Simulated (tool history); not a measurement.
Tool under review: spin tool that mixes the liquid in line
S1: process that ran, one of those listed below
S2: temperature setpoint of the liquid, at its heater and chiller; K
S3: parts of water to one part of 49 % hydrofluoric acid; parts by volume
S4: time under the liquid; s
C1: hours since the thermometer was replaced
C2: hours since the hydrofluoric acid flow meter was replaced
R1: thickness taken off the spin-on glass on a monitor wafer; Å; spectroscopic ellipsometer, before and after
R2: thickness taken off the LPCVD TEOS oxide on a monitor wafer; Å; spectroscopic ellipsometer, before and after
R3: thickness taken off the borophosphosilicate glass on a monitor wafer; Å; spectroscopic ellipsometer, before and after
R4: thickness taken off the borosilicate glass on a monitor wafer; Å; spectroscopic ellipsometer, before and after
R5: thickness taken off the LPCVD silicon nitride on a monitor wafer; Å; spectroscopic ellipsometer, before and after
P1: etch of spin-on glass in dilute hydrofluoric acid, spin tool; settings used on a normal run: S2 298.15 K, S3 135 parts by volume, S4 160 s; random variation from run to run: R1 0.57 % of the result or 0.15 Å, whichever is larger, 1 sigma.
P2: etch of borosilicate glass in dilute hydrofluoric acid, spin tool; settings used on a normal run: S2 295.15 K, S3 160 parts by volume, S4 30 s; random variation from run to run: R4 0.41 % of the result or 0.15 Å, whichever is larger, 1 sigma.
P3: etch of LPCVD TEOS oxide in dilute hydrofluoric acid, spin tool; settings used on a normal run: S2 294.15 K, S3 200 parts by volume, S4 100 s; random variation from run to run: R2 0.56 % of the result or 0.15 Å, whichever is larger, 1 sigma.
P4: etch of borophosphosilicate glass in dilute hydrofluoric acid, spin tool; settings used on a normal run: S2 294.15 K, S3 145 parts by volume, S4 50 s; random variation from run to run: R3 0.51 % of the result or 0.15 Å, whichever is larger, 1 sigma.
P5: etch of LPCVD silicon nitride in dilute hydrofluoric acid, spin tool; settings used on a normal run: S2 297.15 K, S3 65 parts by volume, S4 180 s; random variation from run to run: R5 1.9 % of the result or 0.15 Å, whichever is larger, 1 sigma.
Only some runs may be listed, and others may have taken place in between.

run 1 hour=3.5 | S1=P1 S2=298.15 S3=135 S4=160 | C1=555.1 C2=1109 | R1=530.34
run 2 hour=8 | S1=P3 S2=294.15 S3=200 S4=145 | C1=559.6 C2=1113.5 | R2=153.16
run 3 hour=11.6 | S1=P3 S2=294.15 S3=200 S4=100 | C1=563.2 C2=1117.1 | R2=107.22
run 4 hour=14.2 | S1=P4 S2=294.15 S3=145 S4=75 | C1=565.8 C2=1119.7 | R3=143.84
run 5 hour=18.3 | S1=P1 S2=290.65 S3=135 S4=160 | C1=569.9 C2=1123.8 | R1=391.58
run 6 hour=22.4 | S1=P1 S2=298.15 S3=135 S4=300 | C1=574 C2=1127.9 | R1=992.63
run 7 hour=27 | S1=P1 S2=294.15 S3=135 S4=55 | C1=578.6 C2=1132.5 | R1=155.49
run 8 hour=29.5 | S1=P4 S2=294.15 S3=260 S4=50 | C1=581.1 C2=1135 | R3=47.095
run 9 hour=33.3 | S1=P2 S2=295.15 S3=160 S4=30 | C1=584.9 C2=1138.8 | R4=79.094
run 10 hour=37.2 | S1=P2 S2=295.15 S3=160 S4=30 | C1=588.8 C2=1142.7 | R4=78.695
run 11 hour=40.8 | S1=P2 S2=295.15 S3=160 S4=15 | C1=592.4 C2=1146.3 | R4=39.411
run 12 hour=44.3 | S1=P3 S2=294.15 S3=55 S4=100 | C1=595.9 C2=1149.8 | R2=455.63
run 13 hour=49.9 | S1=P3 S2=294.15 S3=200 S4=100 | C1=601.5 C2=1155.4 | R2=106.3
run 14 hour=55.6 | S1=P1 S2=294.15 S3=135 S4=265 | C1=607.2 C2=1161.1 | R1=750.3
run 15 hour=58.7 | S1=P5 S2=297.15 S3=40 S4=180 | C1=610.3 C2=1164.2 | R5=22.407
run 16 hour=62.6 | S1=P5 S2=302.15 S3=65 S4=180 | C1=614.2 C2=1168.1 | R5=19.473
run 17 hour=65.2 | S1=P4 S2=294.15 S3=145 S4=50 | C1=616.8 C2=1170.7 | R3=95.618
run 18 hour=68.4 | S1=P1 S2=298.15 S3=135 S4=160 | C1=620 C2=1173.9 | R1=526.8
run 19 hour=71.5 | S1=P2 S2=290.15 S3=160 S4=30 | C1=623.1 C2=1177 | R4=64.475
run 20 hour=74.8 | S1=P4 S2=301.65 S3=145 S4=50 | C1=626.4 C2=1180.3 | R3=127.62
run 21 hour=79.9 | S1=P1 S2=294.15 S3=225 S4=160 | C1=631.5 C2=1185.4 | R1=248.9
run 22 hour=83.8 | S1=P2 S2=295.15 S3=240 S4=30 | C1=635.4 C2=1189.3 | R4=48.374
run 23 hour=86.7 | S1=P1 S2=298.15 S3=245 S4=160 | C1=638.3 C2=1192.2 | R1=256.84
run 24 hour=90.9 | S1=P1 S2=298.15 S3=45 S4=160 | C1=642.5 C2=1196.4 | R1=1779.7
run 25 hour=94.4 | S1=P5 S2=297.15 S3=65 S4=100 | C1=646 C2=1199.9 | R5=7.7119
run 26 hour=97.3 | S1=P5 S2=297.15 S3=65 S4=180 | C1=648.9 C2=1202.8 | R5=13.913
run 27 hour=101.4 | S1=P1 S2=298.15 S3=135 S4=25 | C1=653 C2=1206.9 | R1=81.638
run 28 hour=106.8 | S1=P1 S2=298.15 S3=135 S4=160 | C1=658.4 C2=1212.3 | R1=526.17
run 29 hour=112.4 | S1=P1 S2=302.15 S3=135 S4=160 | C1=664 C2=1217.9 | R1=619.51
run 30 hour=115.8 | S1=P1 S2=298.15 S3=135 S4=160 | C1=667.4 C2=1221.3 | R1=531.91
run 31 hour=121 | S1=P3 S2=290.65 S3=200 S4=100 | C1=672.6 C2=1226.5 | R2=93.608
run 32 hour=124.1 | S1=P4 S2=294.15 S3=145 S4=50 | C1=675.7 C2=1229.6 | R3=95.497
run 33 hour=129.4 | S1=P1 S2=298.15 S3=135 S4=160 | C1=681 C2=1234.9 | R1=529.73
run 34 hour=132.7 | S1=P1 S2=298.15 S3=135 S4=160 | C1=684.3 C2=1238.2 | R1=528.91
run 35 hour=136.4 | S1=P1 S2=298.15 S3=135 S4=160 | C1=688 C2=1241.9 | R1=542.82
run 36 hour=139 | S1=P1 S2=298.15 S3=135 S4=160 | C1=690.6 C2=1244.5 | R1=554.31
run 37 hour=143.3 | S1=P1 S2=298.15 S3=135 S4=160 | C1=694.9 C2=1248.8 | R1=558.81
run 38 hour=146.9 | S1=P1 S2=298.15 S3=135 S4=160 | C1=698.5 C2=1252.4 | R1=565.09
run 39 hour=149.8 | S1=P1 S2=298.15 S3=135 S4=160 | C1=701.4 C2=1255.3 | R1=566.22
run 40 hour=154.9 | S1=P1 S2=298.15 S3=135 S4=160 | C1=706.5 C2=1260.4 | R1=566.9
run 41 hour=158 | S1=P1 S2=298.15 S3=135 S4=160 | C1=709.6 C2=1263.5 | R1=571.51
run 42 hour=162.4 | S1=P1 S2=298.15 S3=135 S4=160 | C1=714 C2=1267.9 | R1=573.33
run 43 hour=165.8 | S1=P1 S2=298.15 S3=135 S4=160 | C1=717.4 C2=1271.3 | R1=568.26

P1 no longer gives what it gave before; its output has crept away from where it was. The following 2 causes, each at its listed size, fit the log equally well:
A: liquid hotter than its thermometer reads (K) = 2.08
B: hydrofluoric acid flow above the setpoint (%) = 7.05
The creep began at about hour 132.7.

Which of the check runs below tells the causes apart, meaning the causes would give it clearly different results? Each run uses 5 wafers whose results are averaged, and each result is shown as a question mark.
run check 1 hour=169.2 | S1=P3 S2=294.15 S3=200 S4=100 | R2=?
run check 2 hour=169.2 | S1=P5 S2=297.15 S3=65 S4=180 | R5=?
run check 3 hour=169.2 | S1=P2 S2=295.15 S3=160 S4=30 | R4=?
run check 4 hour=169.2 | S1=P4 S2=294.15 S3=145 S4=50 | R3=?

How each check would come out, cause by cause:
check=check_1 result=R2 if_A=115.09 if_B=115.42
check=check_2 result=R5 if_A=15.881 if_B=14.789
check=check_3 result=R4 if_A=85.4 if_B=85.384
check=check_4 result=R3 if_A=104.11 if_B=103.8
Distance between the nearest two causes, measured in the result of the check that separates them most: check 1 0.29 %; check 2 7.13 %; check 3 0.02 %; check 4 0.29 %
Only check 2 tells the causes apart: in the others they would give nearly the same result.

After running check 2, the following was obtained: R5 14.954 Å. Which cause does this point to?

The cause is B: hydrofluoric acid flow above the setpoint (%).
